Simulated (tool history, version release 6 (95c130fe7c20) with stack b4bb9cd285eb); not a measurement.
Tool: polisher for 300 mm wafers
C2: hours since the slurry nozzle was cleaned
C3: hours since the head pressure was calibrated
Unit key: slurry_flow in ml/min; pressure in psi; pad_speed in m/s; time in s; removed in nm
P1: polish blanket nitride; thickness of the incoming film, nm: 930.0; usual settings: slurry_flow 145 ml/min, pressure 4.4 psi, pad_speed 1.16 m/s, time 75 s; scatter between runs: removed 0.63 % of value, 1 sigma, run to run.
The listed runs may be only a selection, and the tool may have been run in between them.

Run 1, hour 2.0: slurry_flow 145 ml/min, pressure 4.4 psi, pad_speed 1.16 m/s, time 75 s; wafers polished on this pad 215; C2 315.2; C3 719.5. Result: removed 195.18 nm.
Run 2, hour 5.0: slurry_flow 145 ml/min, pressure 2.4 psi, pad_speed 1.16 m/s, time 75 s; wafers polished on this pad 234; C2 318.2; C3 722.5. Result: removed 105.67 nm.
Run 3, hour 7.5: slurry_flow 145 ml/min, pressure 4.4 psi, pad_speed 1.82 m/s, time 75 s; wafers polished on this pad 250; C2 320.7; C3 725.0. Result: removed 273.93 nm.
Run 4, hour 11.4: slurry_flow 145 ml/min, pressure 4.4 psi, pad_speed 1.16 m/s, time 75 s; wafers polished on this pad 274; C2 324.6; C3 728.9. Result: removed 193.85 nm.
Run 5, hour 14.0: slurry_flow 85 ml/min, pressure 4.4 psi, pad_speed 1.16 m/s, time 75 s; wafers polished on this pad 291; C2 327.2; C3 731.5. Result: removed 170.73 nm.
Run 6, hour 18.3: slurry_flow 145 ml/min, pressure 4.4 psi, pad_speed 1.16 m/s, time 75 s; wafers polished on this pad 318; C2 331.5; C3 735.8. Result: removed 193.40 nm.
Run 7, hour 22.4: slurry_flow 145 ml/min, pressure 4.4 psi, pad_speed 1.16 m/s, time 75 s; wafers polished on this pad 344; C2 335.6; C3 739.9. Result: removed 191.93 nm.
Run 8, hour 24.9: slurry_flow 145 ml/min, pressure 4.4 psi, pad_speed 1.16 m/s, time 75 s; wafers polished on this pad 360; C2 338.1; C3 742.4. Result: removed 191.88 nm.
Run 9, hour 28.4: slurry_flow 145 ml/min, pressure 4.4 psi, pad_speed 1.16 m/s, time 47 s; wafers polished on this pad 382; C2 341.6; C3 745.9. Result: removed 120.30 nm.
Run 10, hour 31.6: slurry_flow 145 ml/min, pressure 4.4 psi, pad_speed 1.16 m/s, time 75 s; wafers polished on this pad 402; C2 344.8; C3 749.1. Result: removed 193.30 nm.
Run 11, hour 35.0: slurry_flow 205 ml/min, pressure 4.4 psi, pad_speed 0.90 m/s, time 75 s; wafers polished on this pad 423; C2 348.2; C3 752.5. Result: removed 164.99 nm.
Run 12, hour 37.5: slurry_flow 145 ml/min, pressure 4.4 psi, pad_speed 0.52 m/s, time 75 s; wafers polished on this pad 439; C2 350.7; C3 755.0. Result: removed 102.38 nm.
Run 13, hour 40.1: slurry_flow 145 ml/min, pressure 4.4 psi, pad_speed 1.16 m/s, time 75 s; wafers polished on this pad 456; C2 353.3; C3 757.6. Result: removed 194.19 nm.
Run 14, hour 42.2: slurry_flow 145 ml/min, pressure 6.8 psi, pad_speed 1.16 m/s, time 75 s; wafers polished on this pad 469; C2 355.4; C3 759.7. Result: removed 298.93 nm.
Run 15, hour 45.6: slurry_flow 205 ml/min, pressure 4.4 psi, pad_speed 1.16 m/s, time 75 s; wafers polished on this pad 490; C2 358.8; C3 763.1. Result: removed 203.27 nm.
Run 16, hour 48.8: slurry_flow 145 ml/min, pressure 4.4 psi, pad_speed 1.16 m/s, time 117 s; wafers polished on this pad 511; C2 362.0; C3 766.3. Result: removed 300.11 nm.

Estimate the outcome of run 17 from the log above:
Run 17, hour 52.3: slurry_flow 145 ml/min, pressure 4.4 psi, pad_speed 1.16 m/s, time 75 s; wafers polished on this pad 533; C2 365.5; C3 769.8. Result: removed ?.

removed: 193.66 nm

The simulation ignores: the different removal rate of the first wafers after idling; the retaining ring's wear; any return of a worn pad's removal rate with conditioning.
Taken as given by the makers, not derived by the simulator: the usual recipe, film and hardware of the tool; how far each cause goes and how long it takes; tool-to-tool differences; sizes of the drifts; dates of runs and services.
